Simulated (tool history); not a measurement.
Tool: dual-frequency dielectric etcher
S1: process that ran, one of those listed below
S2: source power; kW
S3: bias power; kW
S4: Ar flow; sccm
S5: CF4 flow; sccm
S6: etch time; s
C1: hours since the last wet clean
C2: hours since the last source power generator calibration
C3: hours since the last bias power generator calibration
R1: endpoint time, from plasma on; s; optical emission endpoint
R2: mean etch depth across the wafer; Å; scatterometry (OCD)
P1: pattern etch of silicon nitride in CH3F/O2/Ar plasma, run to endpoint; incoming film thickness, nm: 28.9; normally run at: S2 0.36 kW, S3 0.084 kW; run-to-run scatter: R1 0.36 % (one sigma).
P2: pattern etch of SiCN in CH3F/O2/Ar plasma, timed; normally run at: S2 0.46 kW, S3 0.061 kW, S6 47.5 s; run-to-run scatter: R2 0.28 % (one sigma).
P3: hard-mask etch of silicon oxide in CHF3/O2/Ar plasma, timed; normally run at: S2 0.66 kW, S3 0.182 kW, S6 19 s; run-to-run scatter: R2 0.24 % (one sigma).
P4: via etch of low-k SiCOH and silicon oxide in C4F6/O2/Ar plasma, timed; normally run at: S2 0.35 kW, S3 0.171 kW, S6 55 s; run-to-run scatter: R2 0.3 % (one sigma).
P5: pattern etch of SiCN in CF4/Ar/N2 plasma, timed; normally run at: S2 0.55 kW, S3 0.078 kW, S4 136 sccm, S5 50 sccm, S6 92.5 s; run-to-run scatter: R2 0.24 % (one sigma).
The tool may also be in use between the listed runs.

{"run": 1, "hour": 7.3, "S1": "P1", "S2": 0.36, "S3": 0.084, "C1": 53.7, "C2": 2829.7, "C3": 1786.2, "R1": 40.243}
{"run": 2, "hour": 12.0, "S1": "P5", "S2": 0.55, "S3": 0.078, "S4": 170, "S5": 50, "S6": 92.5, "C1": 58.4, "C2": 2834.4, "C3": 1790.9, "R2": 832.32}
{"run": 3, "hour": 15.5, "S1": "P3", "S2": 0.66, "S3": 0.182, "S6": 19, "C1": 61.9, "C2": 2837.9, "C3": 1794.4, "R2": 385.43}
{"run": 4, "hour": 20.7, "S1": "P2", "S2": 0.46, "S3": 0.061, "S6": 66, "C1": 67.1, "C2": 2843.1, "C3": 1799.6, "R2": 239.11}
{"run": 5, "hour": 25.4, "S1": "P4", "S2": 0.35, "S3": 0.132, "S6": 55, "C1": 71.8, "C2": 2847.8, "C3": 1804.3, "R2": 1154.4}
{"run": 6, "hour": 32.6, "S1": "P4", "S2": 0.35, "S3": 0.171, "S6": 42, "C1": 79, "C2": 2855, "C3": 1811.5, "R2": 950.26}
{"run": 7, "hour": 38.2, "S1": "P5", "S2": 0.55, "S3": 0.078, "S4": 136, "S5": 50, "S6": 92.5, "C1": 84.6, "C2": 2860.6, "C3": 1817.1, "R2": 866.16}
{"run": 8, "hour": 43.0, "S1": "P5", "S2": 0.55, "S3": 0.078, "S4": 136, "S5": 50, "S6": 117, "C1": 89.4, "C2": 2865.4, "C3": 1821.9, "R2": 1093.9}
{"run": 9, "hour": 46.9, "S1": "P1", "S2": 0.36, "S3": 0.109, "C1": 93.3, "C2": 2869.3, "C3": 1825.8, "R1": 36.59}
{"run": 10, "hour": 54.1, "S1": "P2", "S2": 0.46, "S3": 0.05, "S6": 47.5, "C1": 100.5, "C2": 2876.5, "C3": 1833, "R2": 161}
{"run": 11, "hour": 59.2, "S1": "P3", "S2": 0.66, "S3": 0.182, "S6": 11.5, "C1": 105.6, "C2": 2881.6, "C3": 1838.1, "R2": 233.22}
{"run": 12, "hour": 63.2, "S1": "P5", "S2": 0.55, "S3": 0.078, "S4": 136, "S5": 66, "S6": 92.5, "C1": 109.6, "C2": 2885.6, "C3": 1842.1, "R2": 903.43}
{"run": 13, "hour": 70.0, "S1": "P3", "S2": 0.66, "S3": 0.11, "S6": 19, "C1": 116.4, "C2": 2892.4, "C3": 1848.9, "R2": 327.55}
{"hour": 74.1, "done": "bias power generator calibrated"}
{"run": 14, "hour": 76.3, "S1": "P1", "S2": 0.36, "S3": 0.084, "C1": 122.7, "C2": 2898.7, "C3": 2.3, "R1": 40.129}
{"run": 15, "hour": 83.1, "S1": "P1", "S2": 0.27, "S3": 0.084, "C1": 129.5, "C2": 2905.5, "C3": 9.1, "R1": 44.652}
{"run": 16, "hour": 87.1, "S1": "P1", "S2": 0.36, "S3": 0.064, "C1": 133.5, "C2": 2909.5, "C3": 13.1, "R1": 43.936}
{"run": 17, "hour": 92.3, "S1": "P5", "S2": 0.38, "S3": 0.078, "S4": 136, "S5": 50, "S6": 92.5, "C1": 138.7, "C2": 2914.7, "C3": 18.3, "R2": 630.87}
{"run": 18, "hour": 98.0, "S1": "P4", "S2": 0.35, "S3": 0.171, "S6": 55, "C1": 144.4, "C2": 2920.4, "C3": 24, "R2": 1246.1}
{"run": 19, "hour": 103.1, "S1": "P2", "S2": 0.64, "S3": 0.061, "S6": 47.5, "C1": 149.5, "C2": 2925.5, "C3": 29.1, "R2": 196.13}
{"run": 20, "hour": 107.7, "S1": "P4", "S2": 0.5, "S3": 0.171, "S6": 55, "C1": 154.1, "C2": 2930.1, "C3": 33.7, "R2": 1432.4}
{"run": 21, "hour": 111.8, "S1": "P2", "S2": 0.46, "S3": 0.061, "S6": 47.5, "C1": 158.2, "C2": 2934.2, "C3": 37.8, "R2": 172.53}
{"run": 22, "hour": 116.0, "S1": "P5", "S2": 0.55, "S3": 0.078, "S4": 136, "S5": 50, "S6": 92.5, "C1": 162.4, "C2": 2938.4, "C3": 42, "R2": 866.67}
{"run": 23, "hour": 121.8, "S1": "P3", "S2": 0.42, "S3": 0.182, "S6": 19, "C1": 168.2, "C2": 2944.2, "C3": 47.8, "R2": 324.15}
{"run": 24, "hour": 125.9, "S1": "P5", "S2": 0.55, "S3": 0.102, "S4": 136, "S5": 50, "S6": 92.5, "C1": 172.3, "C2": 2948.3, "C3": 51.9, "R2": 961.38}
{"run": 25, "hour": 130.3, "S1": "P2", "S2": 0.46, "S3": 0.061, "S6": 47.5, "C1": 176.7, "C2": 2952.7, "C3": 56.3, "R2": 173.84}
{"run": 26, "hour": 137.7, "S1": "P1", "S2": 0.44, "S3": 0.084, "C1": 184.1, "C2": 2960.1, "C3": 63.7, "R1": 37.434}
{"run": 27, "hour": 145.2, "S1": "P1", "S2": 0.36, "S3": 0.084, "C1": 191.6, "C2": 2967.6, "C3": 71.2, "R1": 40.33}
{"run": 28, "hour": 149.5, "S1": "P1", "S2": 0.49, "S3": 0.115, "C1": 195.9, "C2": 2971.9, "C3": 75.5, "R1": 31.814}
{"run": 29, "hour": 155.5, "S1": "P1", "S2": 0.36, "S3": 0.084, "C1": 201.9, "C2": 2977.9, "C3": 81.5, "R1": 40.206}
{"run": 30, "hour": 161.9, "S1": "P1", "S2": 0.36, "S3": 0.084, "C1": 208.3, "C2": 2984.3, "C3": 87.9, "R1": 40.266}
{"run": 31, "hour": 169.5, "S1": "P1", "S2": 0.36, "S3": 0.084, "C1": 215.9, "C2": 2991.9, "C3": 95.5, "R1": 40.783}
{"run": 32, "hour": 175.1, "S1": "P1", "S2": 0.36, "S3": 0.084, "C1": 221.5, "C2": 2997.5, "C3": 101.1, "R1": 40.55}
{"hour": 178.3, "done": "wet clean of the chamber"}
{"run": 33, "hour": 178.6, "S1": "P1", "S2": 0.36, "S3": 0.084, "C1": 0.4, "C2": 3001, "C3": 104.6, "R1": 40.566}
{"run": 34, "hour": 184.0, "S1": "P1", "S2": 0.36, "S3": 0.084, "C1": 5.8, "C2": 3006.4, "C3": 110, "R1": 41.074}
{"run": 35, "hour": 189.2, "S1": "P1", "S2": 0.36, "S3": 0.084, "C1": 11, "C2": 3011.6, "C3": 115.2, "R1": 41.078}
{"run": 36, "hour": 194.5, "S1": "P1", "S2": 0.36, "S3": 0.084, "C1": 16.3, "C2": 3016.9, "C3": 120.5, "R1": 41.058}
{"run": 37, "hour": 198.1, "S1": "P1", "S2": 0.36, "S3": 0.084, "C1": 19.9, "C2": 3020.5, "C3": 124.1, "R1": 40.764}

What P1 gives has crept away from where it was. These 2 causes fit the log equally well, each at the size given:
A: bias power that arrives under what is set, % = 4.93
B: source power that arrives under what is set, % = 4.68
The creep began at about hour 161.9.
Why every other cause is out:
chamber walls in a state that lowers the etch rate, %: serviced at hour 178.3, which brought nothing back

4 check runs are offered, one wafer each, their results left as question marks. Which one tells the causes apart?
{"run": "check 1", "hour": 201.7, "S1": "P3", "S2": 0.66, "S3": 0.182, "S6": 19, "R2": "?"}
{"run": "check 2", "hour": 201.7, "S1": "P4", "S2": 0.35, "S3": 0.171, "S6": 55, "R2": "?"}
{"run": "check 3", "hour": 201.7, "S1": "P2", "S2": 0.46, "S3": 0.061, "S6": 47.5, "R2": "?"}
{"run": "check 4", "hour": 201.7, "S1": "P5", "S2": 0.55, "S3": 0.078, "S4": 136, "S5": 50, "S6": 92.5, "R2": "?"}

What each check would give under each cause:
check=check_1 result=R2 if_A=379.14 if_B=378.56
check=check_2 result=R2 if_A=1227.1 if_B=1223.6
check=check_3 result=R2 if_A=169.73 if_B=169.5
check=check_4 result=R2 if_A=849.59 if_B=831.05
How far apart the two closest causes lie, in the result that separates them most: check 1 0.15 %; check 2 0.28 %; check 3 0.14 %; check 4 2.21 %
Only check 4 tells the causes apart: in the others they would give nearly the same result.

Check 4 was then run and gave: R2 849.02 Å. Which cause is it?

It is A: bias power that arrives under what is set, %.
